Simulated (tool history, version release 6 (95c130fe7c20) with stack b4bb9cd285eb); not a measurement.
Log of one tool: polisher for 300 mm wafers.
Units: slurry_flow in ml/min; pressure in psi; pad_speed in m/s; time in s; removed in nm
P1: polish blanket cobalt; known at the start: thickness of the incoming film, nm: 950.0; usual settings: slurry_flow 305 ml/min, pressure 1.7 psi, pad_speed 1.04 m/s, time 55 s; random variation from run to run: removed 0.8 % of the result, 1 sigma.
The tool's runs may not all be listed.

run	hour	slurry_flow	pressure	pad_speed	time	removed
1	2.9	305	1.7	1.04	55	228.62
2	8.9	305	1.7	1.64	55	356.15
3	12.1	465	1.7	1.04	55	238.15
4	18.1	305	1.7	1.04	33	136.35
5	22.2	305	1.7	1.04	55	228.90
6	28.9	305	1.7	1.04	55	226.97
7	34.6	185	1.7	1.04	55	217.09
8	37.6	305	2.6	1.04	55	347.99
9	44.2	305	1.7	1.04	55	229.04
10	50.2	305	1.7	1.04	55	226.45
11	55.1	465	1.7	1.04	33	142.94
12	59.4	305	0.8	1.04	55	107.30
13	65.6	305	1.7	1.04	84	347.93
14	68.9	185	1.7	1.04	33	128.91
15	74.7	305	1.7	0.52	55	113.50
16	78.4	305	1.7	1.04	55	228.11
17	81.7	305	1.7	1.04	55	225.54
18	87.9	305	1.7	1.04	55	224.36
19	94.0	305	1.7	1.04	55	217.25
# hour 96.2: worn pad replaced by a new one
20	98.4	305	1.7	1.04	55	217.17
21	102.0	305	1.7	1.04	55	214.62
22	105.7	305	1.7	1.04	55	218.01

What P1 gives has crept away from where it was. These 2 causes fit the log equally well, each at the size given:
A: slurry flow missing at the pad, % = 38.7
B: head's pressure below its setpoint, % = 5.36
The creep began at about hour 78.4.
Why every other cause is out:
removal rate lost through wear of the pad, %: serviced at hour 96.2, which brought nothing back

4 check runs are offered, each on 3 wafers whose results are averaged, their results left as question marks. Which one tells the causes apart?
check 1	109.4	305	0.9	1.04	83	?
check 2	109.4	305	2.6	1.04	55	?
check 3	109.4	185	1.7	1.04	55	?
check 4	109.4	305	1.7	1.62	55	?

What each check would give under each cause:
check	result	if A	if B
check 1	removed	172.52	172.53
check 2	removed	330.26	330.28
check 3	removed	197.46	204.06
check 4	removed	336.36	336.39
How far apart the two closest causes lie, in the result that separates them most: check 1 0.01 %; check 2 0.01 %; check 3 3.29 %; check 4 0.01 %
Only check 3 tells the causes apart: in the others they would give nearly the same result.

Then check 3 was run and gave: removed 197.70 nm. Which cause is it?

It is A: slurry flow missing at the pad, %.
